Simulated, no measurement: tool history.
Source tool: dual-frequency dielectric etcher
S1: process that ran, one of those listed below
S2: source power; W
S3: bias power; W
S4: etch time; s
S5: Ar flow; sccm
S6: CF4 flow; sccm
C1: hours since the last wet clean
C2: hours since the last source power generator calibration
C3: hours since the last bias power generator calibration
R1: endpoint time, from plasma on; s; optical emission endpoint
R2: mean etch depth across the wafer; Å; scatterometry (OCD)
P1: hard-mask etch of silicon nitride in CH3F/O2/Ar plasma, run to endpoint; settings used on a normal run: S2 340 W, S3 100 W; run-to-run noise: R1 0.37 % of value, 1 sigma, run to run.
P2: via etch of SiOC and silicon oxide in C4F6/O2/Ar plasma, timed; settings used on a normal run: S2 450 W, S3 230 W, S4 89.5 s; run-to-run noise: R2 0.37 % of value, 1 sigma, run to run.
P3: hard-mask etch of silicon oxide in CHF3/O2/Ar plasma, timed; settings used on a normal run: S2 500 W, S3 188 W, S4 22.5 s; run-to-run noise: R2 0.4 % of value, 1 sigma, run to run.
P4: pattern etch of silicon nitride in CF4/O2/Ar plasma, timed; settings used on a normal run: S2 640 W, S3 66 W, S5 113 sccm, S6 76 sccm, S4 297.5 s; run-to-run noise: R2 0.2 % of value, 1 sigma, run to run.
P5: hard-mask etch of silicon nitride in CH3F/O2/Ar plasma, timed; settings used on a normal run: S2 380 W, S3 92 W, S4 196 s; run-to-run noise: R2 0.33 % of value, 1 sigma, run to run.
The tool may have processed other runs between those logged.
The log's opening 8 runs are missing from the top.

run	day	S1	S2	S3	S4	S5	S6	C1	C2	C3	R1	R2
9	3.154	P1	450	131				246.8	1301.3	16.1	49.16	
10	3.45	P1	340	100				253.9	1308.4	23.2	60.178	
11	3.671	P2	450	230	59.5			259.2	1313.7	28.5		798.93
12	4.054	P5	380	92	110.5			268.4	1322.9	37.7		851.1
13	4.492	P4	490	66	297.5	113	76	278.9	1333.4	48.2		5968.7
14	4.921	P4	640	87	297.5	113	76	289.2	1343.7	58.5		8397.5
15	5.162	P4	640	66	442	113	76	295	1349.5	64.3		11093
16	5.421	P3	500	188	22.5			301.2	1355.7	70.5		405.65
17	5.738	P5	380	92	196			308.8	1363.3	78.1		1517.6
18	6.054	P3	500	188	28			316.4	1370.9	85.7		505.72
19	6.433	P1	340	119				325.5	1380	94.8	56.677	
20	6.838	P1	340	100				335.2	1389.7	104.5	60.055	
21	7.238	P1	340	62				344.8	1399.3	114.1	71.861	
22	7.571	P1	390	65				352.8	1407.3	122.1	66.752	
23	8.042	P1	340	100				364.1	1418.6	133.4	60.281	
24	8.254	P3	500	264	22.5			369.2	1423.7	138.5		458.51
25	8.608	P2	320	230	89.5			377.7	1432.2	147		1055.5

Estimate the outcome of run 26 from the log above:
26	8.929	P5	240	92	196			385.4	1439.9	154.7		?

{"run 26": {"R2": 1285}}

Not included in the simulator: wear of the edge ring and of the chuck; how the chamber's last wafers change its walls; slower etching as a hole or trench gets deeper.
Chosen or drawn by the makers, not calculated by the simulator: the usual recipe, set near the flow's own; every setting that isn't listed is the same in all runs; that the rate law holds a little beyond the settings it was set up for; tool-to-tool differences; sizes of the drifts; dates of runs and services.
